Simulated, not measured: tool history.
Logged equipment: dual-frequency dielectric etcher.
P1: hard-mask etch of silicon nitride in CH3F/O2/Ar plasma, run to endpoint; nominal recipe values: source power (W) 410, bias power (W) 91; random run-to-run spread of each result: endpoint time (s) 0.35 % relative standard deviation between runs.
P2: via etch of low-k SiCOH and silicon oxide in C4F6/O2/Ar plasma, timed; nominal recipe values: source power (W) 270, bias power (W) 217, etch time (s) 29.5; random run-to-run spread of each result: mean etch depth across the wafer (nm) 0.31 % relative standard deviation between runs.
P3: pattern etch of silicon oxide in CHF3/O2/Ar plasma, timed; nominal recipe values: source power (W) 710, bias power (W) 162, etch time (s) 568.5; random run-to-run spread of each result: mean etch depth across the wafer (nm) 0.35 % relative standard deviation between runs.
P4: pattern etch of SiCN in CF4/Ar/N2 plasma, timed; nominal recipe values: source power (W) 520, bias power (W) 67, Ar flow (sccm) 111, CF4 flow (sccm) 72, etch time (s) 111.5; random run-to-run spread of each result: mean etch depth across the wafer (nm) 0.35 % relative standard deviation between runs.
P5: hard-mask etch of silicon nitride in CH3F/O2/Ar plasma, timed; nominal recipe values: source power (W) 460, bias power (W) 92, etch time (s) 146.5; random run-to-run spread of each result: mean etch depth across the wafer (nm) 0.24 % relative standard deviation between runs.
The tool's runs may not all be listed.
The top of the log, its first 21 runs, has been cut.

run,hour,process that ran,source power (W),bias power (W),Ar flow (sccm),CF4 flow (sccm),etch time (s),hours since the last wet clean,hours since the last source power generator calibration,hours since the last bias power generator calibration,endpoint time (s),mean etch depth across the wafer (nm)
22,191.4,P2,270,217,,,29.5,407.6,1776.8,1238.7,,62.386
# hour 192.7: wet clean of the chamber
23,196.5,P1,410,91,,,,3.8,1781.9,1243.8,62.300,
24,204.3,P1,410,91,,,,11.6,1789.7,1251.6,62.175,
25,215.0,P1,410,56,,,,22.3,1800.4,1262.3,73.585,
26,225.3,P3,710,117,,,568.5,32.6,1810.7,1272.6,,1033.800
27,231.9,P1,320,70,,,,39.2,1817.3,1279.2,74.732,
# hour 235.2: bias power generator calibrated
28,237.6,P1,500,91,,,,44.9,1823.0,2.5,57.895,
29,243.8,P2,270,217,,,29.5,51.1,1829.2,8.7,,62.614
30,249.1,P5,460,115,,,146.5,56.4,1834.5,14.0,,130.900
31,255.9,P3,710,162,,,733.0,63.2,1841.3,20.8,,1478.500
32,261.0,P1,290,118,,,,68.3,1846.4,25.9,63.966,
33,269.3,P5,460,92,,,146.5,76.6,1854.7,34.2,,120.970
34,275.9,P1,410,91,,,,83.2,1861.3,40.8,62.427,
35,283.4,P1,410,91,,,,90.7,1868.8,48.3,61.835,
36,288.8,P1,410,91,,,,96.1,1874.2,53.7,61.503,
37,296.9,P1,410,91,,,,104.2,1882.3,61.8,61.703,
38,308.2,P1,410,91,,,,115.5,1893.6,73.1,61.282,
39,315.4,P1,410,91,,,,122.7,1900.8,80.3,61.479,
40,323.2,P1,410,91,,,,130.5,1908.6,88.1,61.287,
41,330.1,P1,410,91,,,,137.4,1915.5,95.0,61.111,

Run 42, settings as shown, results not yet in. Your forecast:
# hour 330.3: wet clean of the chamber
42,340.5,P1,410,91,,,,10.3,1925.9,105.4,?,

endpoint time (s): 61.067
